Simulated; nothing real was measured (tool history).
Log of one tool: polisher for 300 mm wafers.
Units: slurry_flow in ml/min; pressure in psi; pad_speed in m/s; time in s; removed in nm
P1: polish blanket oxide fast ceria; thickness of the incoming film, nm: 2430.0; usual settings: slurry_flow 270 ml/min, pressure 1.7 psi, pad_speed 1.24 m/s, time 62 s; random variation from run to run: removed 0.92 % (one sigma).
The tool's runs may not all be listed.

run	hour	slurry_flow	pressure	pad_speed	time	wafers polished on this pad	hours since the slurry nozzle was cleaned	hours since the head pressure was calibrated	removed
1	9.3	270	1.7	1.24	62	578	254.2	500.3	614.74
# hour 15.5: slurry nozzle cleaned
2	16.1	350	1.7	1.24	91	647	0.6	507.1	916.76
3	22.5	160	1.7	1.24	62	711	7.0	513.5	580.40
4	28.1	270	1.7	1.92	62	767	12.6	519.1	962.88
5	36.4	270	1.7	1.24	62	850	20.9	527.4	613.90
6	45.4	270	1.7	1.24	62	940	29.9	536.4	609.79
7	55.0	270	1.7	1.24	62	1036	39.5	546.0	615.73
8	60.2	270	1.7	0.86	62	1088	44.7	551.2	428.58
9	67.0	270	2.3	1.24	62	1156	51.5	558.0	831.35
10	73.1	270	1.7	1.24	40	1217	57.6	564.1	396.25
11	82.6	270	1.7	1.24	62	1312	67.1	573.6	611.90
12	90.4	270	1.7	1.24	62	1390	74.9	581.4	610.70
13	101.1	270	1.7	1.24	85	1497	85.6	592.1	852.26
14	107.9	270	1.7	0.60	79	1565	92.4	598.9	374.63
# hour 115.8: head pressure recalibrated
15	117.8	360	1.7	1.24	62	1664	102.3	2.0	633.61
16	125.3	270	1.1	1.24	62	1739	109.8	9.5	400.68
17	133.2	270	1.7	1.24	62	1819	117.7	17.4	613.61
18	143.3	270	1.7	1.24	62	1920	127.8	27.5	609.86
19	152.6	270	1.7	1.24	62	2013	137.1	36.8	601.61
20	161.8	270	1.7	1.24	62	2105	146.3	46.0	588.98
21	172.4	270	1.7	1.24	62	2211	156.9	56.6	587.77
22	177.8	270	1.7	1.24	62	2265	162.3	62.0	580.07
# hour 182.5: worn pad replaced by a new one
23	187.8	270	1.7	1.24	62	53	172.3	72.0	594.73
24	194.8	270	1.7	1.24	62	123	179.3	79.0	589.99
25	200.4	270	1.7	1.24	62	179	184.9	84.6	579.12
26	205.8	270	1.7	1.24	62	233	190.3	90.0	585.53

What P1 gives has crept away from where it was. These 2 causes fit the log equally well, each at the size given:
A: head's pressure below its setpoint, % = 4.5
B: slurry flow missing at the pad, % = 32.1
The creep began at about hour 143.3.
Why every other cause is out:
removal rate lost through wear of the pad, %: serviced at hour 182.5, which brought nothing back

4 check runs are offered, each on 5 wafers whose results are averaged, their results left as question marks. Which one tells the causes apart?
check 1	211.2	270	1.7	1.24	83				?
check 2	211.2	270	1.3	1.24	62				?
check 3	211.2	160	1.7	1.24	62				?
check 4	211.2	330	1.7	1.24	62				?

What each check would give under each cause:
check	result	if A	if B
check 1	removed	787.68	787.65
check 2	removed	449.94	449.92
check 3	removed	550.42	534.73
check 4	removed	599.05	603.85
How far apart the two closest causes lie, in the result that separates them most: check 1 0 %; check 2 0 %; check 3 2.89 %; check 4 0.8 %
Check 3 tells the causes apart: in the others they would give nearly the same result.

Then check 3 was run and gave: removed 551.92 nm. Which cause is it?

It is A: head's pressure below its setpoint, %.
